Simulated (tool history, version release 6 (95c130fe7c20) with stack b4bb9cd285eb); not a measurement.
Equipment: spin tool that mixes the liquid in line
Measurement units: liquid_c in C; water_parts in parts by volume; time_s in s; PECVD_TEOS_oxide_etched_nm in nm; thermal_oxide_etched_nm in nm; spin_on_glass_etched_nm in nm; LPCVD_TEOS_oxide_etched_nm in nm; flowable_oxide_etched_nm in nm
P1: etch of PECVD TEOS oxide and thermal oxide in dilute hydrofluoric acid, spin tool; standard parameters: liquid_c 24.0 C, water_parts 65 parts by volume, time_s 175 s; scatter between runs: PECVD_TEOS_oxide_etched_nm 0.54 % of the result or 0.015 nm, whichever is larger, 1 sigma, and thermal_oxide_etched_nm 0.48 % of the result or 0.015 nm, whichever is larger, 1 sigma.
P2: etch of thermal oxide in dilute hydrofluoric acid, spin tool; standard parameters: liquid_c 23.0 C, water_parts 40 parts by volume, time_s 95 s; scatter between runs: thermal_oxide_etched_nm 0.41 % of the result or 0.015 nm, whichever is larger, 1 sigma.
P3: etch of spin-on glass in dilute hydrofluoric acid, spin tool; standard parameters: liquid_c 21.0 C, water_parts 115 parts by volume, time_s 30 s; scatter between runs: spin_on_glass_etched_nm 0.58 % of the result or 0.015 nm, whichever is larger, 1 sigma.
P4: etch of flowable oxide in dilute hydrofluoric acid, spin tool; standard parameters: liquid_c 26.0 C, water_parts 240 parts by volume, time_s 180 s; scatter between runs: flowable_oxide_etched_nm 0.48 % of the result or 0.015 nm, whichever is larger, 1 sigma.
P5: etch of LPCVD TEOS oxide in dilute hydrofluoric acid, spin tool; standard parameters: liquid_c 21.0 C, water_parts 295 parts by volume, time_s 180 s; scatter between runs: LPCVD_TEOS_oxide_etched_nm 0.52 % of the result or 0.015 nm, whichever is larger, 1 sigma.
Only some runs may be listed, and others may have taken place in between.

run 1 hour=7.6 | process=P1 liquid_c=24.0 water_parts=65 time_s=175 | PECVD_TEOS_oxide_etched_nm=30.638 thermal_oxide_etched_nm=13.7470
run 2 hour=24.1 | process=P3 liquid_c=21.0 water_parts=115 time_s=30 | spin_on_glass_etched_nm=13.1870
run 3 hour=38.4 | process=P2 liquid_c=23.0 water_parts=40 time_s=95 | thermal_oxide_etched_nm=11.5150
run 4 hour=49.9 | process=P1 liquid_c=24.0 water_parts=65 time_s=35 | PECVD_TEOS_oxide_etched_nm=6.096 thermal_oxide_etched_nm=2.7581
run 5 hour=64.6 | process=P2 liquid_c=23.0 water_parts=40 time_s=160 | thermal_oxide_etched_nm=19.5470
run 6 hour=78.6 | process=P5 liquid_c=21.0 water_parts=295 time_s=180 | LPCVD_TEOS_oxide_etched_nm=17.7970
run 7 hour=93.4 | process=P1 liquid_c=24.0 water_parts=65 time_s=175 | PECVD_TEOS_oxide_etched_nm=30.339 thermal_oxide_etched_nm=13.7130
run 8 hour=105.9 | process=P5 liquid_c=21.0 water_parts=295 time_s=180 | LPCVD_TEOS_oxide_etched_nm=18.0180
run 9 hour=121.3 | process=P4 liquid_c=26.0 water_parts=240 time_s=180 | flowable_oxide_etched_nm=27.173
run 10 hour=137.8 | process=P3 liquid_c=21.0 water_parts=40 time_s=30 | spin_on_glass_etched_nm=41.5240
run 11 hour=152.7 | process=P2 liquid_c=23.0 water_parts=20 time_s=95 | thermal_oxide_etched_nm=23.8780
run 12 hour=165.2 | process=P4 liquid_c=26.0 water_parts=240 time_s=180 | flowable_oxide_etched_nm=27.110
run 13 hour=180.2 | process=P1 liquid_c=24.0 water_parts=105 time_s=175 | PECVD_TEOS_oxide_etched_nm=17.922 thermal_oxide_etched_nm=7.9966
run 14 hour=191.8 | process=P1 liquid_c=24.0 water_parts=65 time_s=335 | PECVD_TEOS_oxide_etched_nm=58.224 thermal_oxide_etched_nm=26.1950
run 15 hour=201.5 | process=P5 liquid_c=21.0 water_parts=75 time_s=180 | LPCVD_TEOS_oxide_etched_nm=88.0620
run 16 hour=212.9 | process=P2 liquid_c=30.5 water_parts=40 time_s=95 | thermal_oxide_etched_nm=15.7100
run 17 hour=220.3 | process=P4 liquid_c=29.5 water_parts=240 time_s=180 | flowable_oxide_etched_nm=30.425
run 18 hour=236.8 | process=P5 liquid_c=21.0 water_parts=295 time_s=40 | LPCVD_TEOS_oxide_etched_nm=3.9686
run 19 hour=248.9 | process=P1 liquid_c=30.0 water_parts=65 time_s=175 | PECVD_TEOS_oxide_etched_nm=38.716 thermal_oxide_etched_nm=17.2490
run 20 hour=262.0 | process=P3 liquid_c=17.0 water_parts=115 time_s=30 | spin_on_glass_etched_nm=11.3430
run 21 hour=273.8 | process=P1 liquid_c=24.0 water_parts=35 time_s=175 | PECVD_TEOS_oxide_etched_nm=58.883 thermal_oxide_etched_nm=26.3550
run 22 hour=283.3 | process=P3 liquid_c=21.0 water_parts=115 time_s=15 | spin_on_glass_etched_nm=6.6401
run 23 hour=297.0 | process=P4 liquid_c=26.0 water_parts=65 time_s=180 | flowable_oxide_etched_nm=122.390
run 24 hour=307.4 | process=P5 liquid_c=29.0 water_parts=295 time_s=180 | LPCVD_TEOS_oxide_etched_nm=23.6090
run 25 hour=321.1 | process=P1 liquid_c=24.0 water_parts=65 time_s=175 | PECVD_TEOS_oxide_etched_nm=30.545 thermal_oxide_etched_nm=13.5490
run 26 hour=330.2 | process=P1 liquid_c=24.0 water_parts=65 time_s=175 | PECVD_TEOS_oxide_etched_nm=30.434 thermal_oxide_etched_nm=13.6380
run 27 hour=342.7 | process=P1 liquid_c=24.0 water_parts=65 time_s=175 | PECVD_TEOS_oxide_etched_nm=30.543 thermal_oxide_etched_nm=13.5660
run 28 hour=352.3 | process=P4 liquid_c=26.0 water_parts=240 time_s=265 | flowable_oxide_etched_nm=39.404
run 29 hour=365.8 | process=P3 liquid_c=21.0 water_parts=115 time_s=30 | spin_on_glass_etched_nm=13.3790
run 30 hour=376.9 | process=P1 liquid_c=18.5 water_parts=65 time_s=310 | PECVD_TEOS_oxide_etched_nm=42.785 thermal_oxide_etched_nm=19.1210
run 31 hour=385.6 | process=P1 liquid_c=17.0 water_parts=65 time_s=175 | PECVD_TEOS_oxide_etched_nm=22.676 thermal_oxide_etched_nm=10.2410
run 32 hour=393.4 | process=P1 liquid_c=24.0 water_parts=65 time_s=175 | PECVD_TEOS_oxide_etched_nm=30.354 thermal_oxide_etched_nm=13.6110
run 33 hour=409.5 | process=P1 liquid_c=24.0 water_parts=65 time_s=175 | PECVD_TEOS_oxide_etched_nm=31.238 thermal_oxide_etched_nm=14.0150
run 34 hour=416.8 | process=P1 liquid_c=24.0 water_parts=65 time_s=175 | PECVD_TEOS_oxide_etched_nm=31.709 thermal_oxide_etched_nm=14.0750
run 35 hour=432.9 | process=P1 liquid_c=24.0 water_parts=65 time_s=175 | PECVD_TEOS_oxide_etched_nm=32.321 thermal_oxide_etched_nm=14.2290
run 36 hour=449.6 | process=P1 liquid_c=24.0 water_parts=65 time_s=175 | PECVD_TEOS_oxide_etched_nm=32.698 thermal_oxide_etched_nm=14.4410
run 37 hour=462.5 | process=P1 liquid_c=24.0 water_parts=65 time_s=175 | PECVD_TEOS_oxide_etched_nm=32.578 thermal_oxide_etched_nm=14.7060
run 38 hour=477.1 | process=P1 liquid_c=24.0 water_parts=65 time_s=175 | PECVD_TEOS_oxide_etched_nm=32.929 thermal_oxide_etched_nm=14.5690
run 39 hour=490.4 | process=P1 liquid_c=24.0 water_parts=65 time_s=175 | PECVD_TEOS_oxide_etched_nm=32.786 thermal_oxide_etched_nm=14.7600
run 40 hour=501.6 | process=P1 liquid_c=24.0 water_parts=65 time_s=175 | PECVD_TEOS_oxide_etched_nm=33.129 thermal_oxide_etched_nm=14.6840
run 41 hour=514.3 | process=P1 liquid_c=24.0 water_parts=65 time_s=175 | PECVD_TEOS_oxide_etched_nm=32.608 thermal_oxide_etched_nm=14.6880

P1 has crept away from where it was. The log is fitted equally well by each of these 2 causes, at the sizes shown:
A: liquid hotter than its thermometer reads (K) = 1.92
B: hydrofluoric acid flow above the setpoint (%) = 7.43
The process output started creeping at around hour 393.4.

Which of the 4 check runs listed below, each an average over 2 wafers with its results shown as question marks, gives clearly different results under the different listed causes?
run check 1 hour=527.0 | process=P5 liquid_c=29.0 water_parts=295 time_s=110 | LPCVD_TEOS_oxide_etched_nm=?
run check 2 hour=527.0 | process=P4 liquid_c=26.0 water_parts=95 time_s=250 | flowable_oxide_etched_nm=?
run check 3 hour=527.0 | process=P3 liquid_c=18.0 water_parts=115 time_s=30 | spin_on_glass_etched_nm=?
run check 4 hour=527.0 | process=P2 liquid_c=29.5 water_parts=40 time_s=140 | thermal_oxide_etched_nm=?

Outcome of each check run for each possible cause:
check=check_1 result=LPCVD_TEOS_oxide_etched_nm if_A=15.2750 if_B=15.7710
check=check_2 result=flowable_oxide_etched_nm if_A=120.770 if_B=121.490
check=check_3 result=spin_on_glass_etched_nm if_A=12.7600 if_B=12.7740
check=check_4 result=thermal_oxide_etched_nm if_A=24.0680 if_B=24.0740
Separation of the two closest causes in each check, using whichever result separates them best: check 1 3.19 %; check 2 0.59 %; check 3 0.11 %; check 4 0.02 %
Check 1 tells the causes apart: in the others they would give nearly the same result.

With check 1 done, the readings were: LPCVD_TEOS_oxide_etched_nm 15.7060 nm. Identify which of the listed causes applies.

It was cause B: hydrofluoric acid flow above the setpoint (%).
